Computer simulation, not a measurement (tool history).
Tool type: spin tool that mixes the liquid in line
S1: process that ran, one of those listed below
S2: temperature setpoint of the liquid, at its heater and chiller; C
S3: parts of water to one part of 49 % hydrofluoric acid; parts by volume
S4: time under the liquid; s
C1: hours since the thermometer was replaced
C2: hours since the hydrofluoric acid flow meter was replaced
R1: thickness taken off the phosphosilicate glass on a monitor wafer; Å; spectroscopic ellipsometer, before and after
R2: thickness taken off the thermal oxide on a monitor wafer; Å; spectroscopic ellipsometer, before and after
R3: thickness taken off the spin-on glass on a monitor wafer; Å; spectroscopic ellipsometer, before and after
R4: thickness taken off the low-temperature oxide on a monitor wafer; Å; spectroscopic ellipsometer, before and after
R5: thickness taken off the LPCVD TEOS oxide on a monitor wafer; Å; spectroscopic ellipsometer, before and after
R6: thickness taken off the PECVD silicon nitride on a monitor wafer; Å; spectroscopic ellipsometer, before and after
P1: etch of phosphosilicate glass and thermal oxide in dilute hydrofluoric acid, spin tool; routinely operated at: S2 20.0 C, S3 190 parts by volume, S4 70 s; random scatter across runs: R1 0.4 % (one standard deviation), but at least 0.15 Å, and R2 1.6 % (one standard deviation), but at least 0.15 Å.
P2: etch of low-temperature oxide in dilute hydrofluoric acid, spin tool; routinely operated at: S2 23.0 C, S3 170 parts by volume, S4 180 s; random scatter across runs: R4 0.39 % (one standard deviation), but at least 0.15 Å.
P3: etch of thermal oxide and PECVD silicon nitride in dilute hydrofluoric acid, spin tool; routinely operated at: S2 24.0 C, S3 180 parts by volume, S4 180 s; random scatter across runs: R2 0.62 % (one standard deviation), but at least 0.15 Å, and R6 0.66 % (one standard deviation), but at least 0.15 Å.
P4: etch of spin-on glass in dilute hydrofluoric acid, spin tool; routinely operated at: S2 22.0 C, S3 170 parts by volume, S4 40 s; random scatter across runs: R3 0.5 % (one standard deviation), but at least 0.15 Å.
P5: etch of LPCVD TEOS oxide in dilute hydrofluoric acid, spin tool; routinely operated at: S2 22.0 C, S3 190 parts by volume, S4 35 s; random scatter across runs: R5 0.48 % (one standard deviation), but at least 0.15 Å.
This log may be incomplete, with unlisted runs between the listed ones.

| run | hour | S1 | S2 | S3 | S4 | C1 | C2 | R1 | R2 | R3 | R4 | R5 | R6 |
|---|---|---|---|---|---|---|---|---|---|---|---|---|---|
| 1 | 3.1 | P1 | 20.0 | 190 | 70 | 317.9 | 814.6 | 389.90 | 13.0460 |  |  |  |  |
| 2 | 7.4 | P1 | 20.0 | 190 | 120 | 322.2 | 818.9 | 670.48 | 22.1140 |  |  |  |  |
| 3 | 11.4 | P4 | 22.0 | 170 | 40 | 326.2 | 822.9 |  |  | 67.613 |  |  |  |
| 4 | 15.9 | P2 | 18.0 | 170 | 180 | 330.7 | 827.4 |  |  |  | 195.44 |  |  |
| 5 | 20.6 | P2 | 23.0 | 170 | 270 | 335.4 | 832.1 |  |  |  | 357.09 |  |  |
| 6 | 23.4 | P5 | 22.0 | 340 | 35 | 338.2 | 834.9 |  |  |  |  | 34.355 |  |
| 7 | 27.2 | P1 | 20.0 | 190 | 70 | 342.0 | 838.7 | 390.24 | 13.4730 |  |  |  |  |
| 8 | 31.8 | P2 | 23.0 | 170 | 180 | 346.6 | 843.3 |  |  |  | 235.49 |  |  |
| 9 | 35.8 | P1 | 20.0 | 190 | 70 | 350.6 | 847.3 | 390.48 | 13.3420 |  |  |  |  |
| 10 | 39.8 | P1 | 17.0 | 190 | 115 | 354.6 | 851.3 | 569.62 | 18.6630 |  |  |  |  |
| 11 | 43.0 | P3 | 24.0 | 180 | 20 | 357.8 | 854.5 |  | 5.2267 |  |  |  | 3.6967 |
| 12 | 45.1 | P1 | 20.0 | 190 | 70 | 359.9 | 856.6 | 392.43 | 12.6980 |  |  |  |  |
| 13 | 49.6 | P3 | 24.0 | 180 | 180 | 364.4 | 861.1 |  | 45.1620 |  |  |  | 34.3860 |
| 14 | 52.5 | P2 | 23.0 | 255 | 180 | 367.3 | 864.0 |  |  |  | 144.25 |  |  |
| 15 | 56.1 | P5 | 26.5 | 190 | 35 | 370.9 | 867.6 |  |  |  |  | 84.109 |  |
| 16 | 59.8 | P1 | 20.0 | 90 | 70 | 374.6 | 871.3 | 915.86 | 30.7750 |  |  |  |  |
| 17 | 63.0 | P1 | 25.0 | 190 | 70 | 377.8 | 874.5 | 470.24 | 15.7690 |  |  |  |  |
| 18 | 67.1 | P1 | 17.0 | 190 | 70 | 381.9 | 878.6 | 345.81 | 11.4620 |  |  |  |  |
| 19 | 71.7 | P1 | 20.0 | 190 | 35 | 386.5 | 883.2 | 195.21 | 6.3846 |  |  |  |  |
| 20 | 75.6 | P4 | 22.0 | 170 | 80 | 390.4 | 887.1 |  |  | 135.320 |  |  |  |
| 21 | 78.7 | P3 | 24.0 | 180 | 180 | 393.5 | 890.2 |  | 44.6030 |  |  |  | 33.9130 |
| 22 | 82.9 | P1 | 20.0 | 320 | 70 | 397.7 | 894.4 | 205.62 | 6.9481 |  |  |  |  |
| 23 | 86.2 | P1 | 20.0 | 190 | 70 | 401.0 | 897.7 | 391.94 | 13.3040 |  |  |  |  |
| 24 | 89.6 | P3 | 17.0 | 180 | 180 | 404.4 | 901.1 |  | 34.0110 |  |  |  | 21.4240 |
| 25 | 93.8 | P4 | 22.0 | 235 | 40 | 408.6 | 905.3 |  |  | 45.689 |  |  |  |
| 26 | 96.8 | P3 | 24.0 | 55 | 180 | 411.6 | 908.3 |  | 168.2400 |  |  |  | 108.9000 |
| 27 | 100.4 | P5 | 22.0 | 190 | 65 | 415.2 | 911.9 |  |  |  |  | 132.710 |  |
| 28 | 102.6 | P1 | 17.0 | 305 | 70 | 417.4 | 914.1 | 195.68 | 6.4369 |  |  |  |  |
| 29 | 106.6 | P1 | 20.0 | 190 | 70 | 421.4 | 918.1 | 390.13 | 12.9350 |  |  |  |  |
| 30 | 110.5 | P2 | 23.0 | 170 | 180 | 425.3 | 922.0 |  |  |  | 236.63 |  |  |
| 31 | 114.9 | P4 | 28.5 | 170 | 40 | 429.7 | 926.4 |  |  | 85.740 |  |  |  |
| 32 | 117.2 | P5 | 22.0 | 190 | 35 | 432.0 | 928.7 |  |  |  |  | 71.328 |  |
| 33 | 120.1 | P1 | 17.0 | 125 | 70 | 434.9 | 931.6 | 560.55 | 18.6450 |  |  |  |  |
| 34 | 122.3 | P1 | 20.0 | 190 | 70 | 437.1 | 933.8 | 387.78 | 13.2900 |  |  |  |  |
| 35 | 126.9 | P1 | 20.0 | 190 | 70 | 441.7 | 938.4 | 401.41 | 13.6600 |  |  |  |  |
| 36 | 129.2 | P1 | 20.0 | 190 | 70 | 444.0 | 940.7 | 406.40 | 13.6190 |  |  |  |  |
| 37 | 132.5 | P1 | 20.0 | 190 | 70 | 447.3 | 944.0 | 407.13 | 13.8250 |  |  |  |  |
| 38 | 135.1 | P1 | 20.0 | 190 | 70 | 449.9 | 946.6 | 410.19 | 14.0180 |  |  |  |  |
| 39 | 138.4 | P1 | 20.0 | 190 | 70 | 453.2 | 949.9 | 412.47 | 13.7420 |  |  |  |  |
| 40 | 143.3 | P1 | 20.0 | 190 | 70 | 458.1 | 954.8 | 412.77 | 13.5070 |  |  |  |  |

P1 no longer gives what it gave before; its output has crept away from where it was. The following 2 causes, each at its listed size, fit the log equally well:
A: hydrofluoric acid flow above the setpoint (%) = 4.58
B: liquid hotter than its thermometer reads (K) = 1.38
Onset of the creep was near hour 122.3.

4 check runs are offered, each on 3 wafers whose results are averaged, their results left as question marks. Which one tells the causes apart?
| check 1 | 148.2 | P5 | 25.0 | 190 | 35 |  |  |  |  |  |  | ? |  |
| check 2 | 148.2 | P3 | 24.0 | 180 | 115 |  |  |  | ? |  |  |  | ? |
| check 3 | 148.2 | P4 | 28.5 | 170 | 40 |  |  |  |  | ? |  |  |  |
| check 4 | 148.2 | P2 | 18.5 | 170 | 180 |  |  |  |  |  | ? |  |  |

What every check run would give for each of its results, assuming each possible cause in turn:
| check | result | if A | if B |
|---|---|---|---|
| check 1 | R5 | 84.140 | 83.831 |
| check 2 | R2 | 30.0110 | 29.9460 |
| check 2 | R6 | 22.6150 | 23.6110 |
| check 3 | R3 | 90.761 | 90.326 |
| check 4 | R4 | 209.12 | 209.66 |
Gap, in per cent, between the two causes that each check separates least, read from the result that separates them most: check 1 0.37 %; check 2 4.31 %; check 3 0.48 %; check 4 0.26 %
Check 2 tells the causes apart: in the others they would give nearly the same result.

Then check 2 was run and gave: R2 30.0700 Å; R6 22.7000 Å. Which cause is it?

The correct cause is A, namely: hydrofluoric acid flow above the setpoint (%).

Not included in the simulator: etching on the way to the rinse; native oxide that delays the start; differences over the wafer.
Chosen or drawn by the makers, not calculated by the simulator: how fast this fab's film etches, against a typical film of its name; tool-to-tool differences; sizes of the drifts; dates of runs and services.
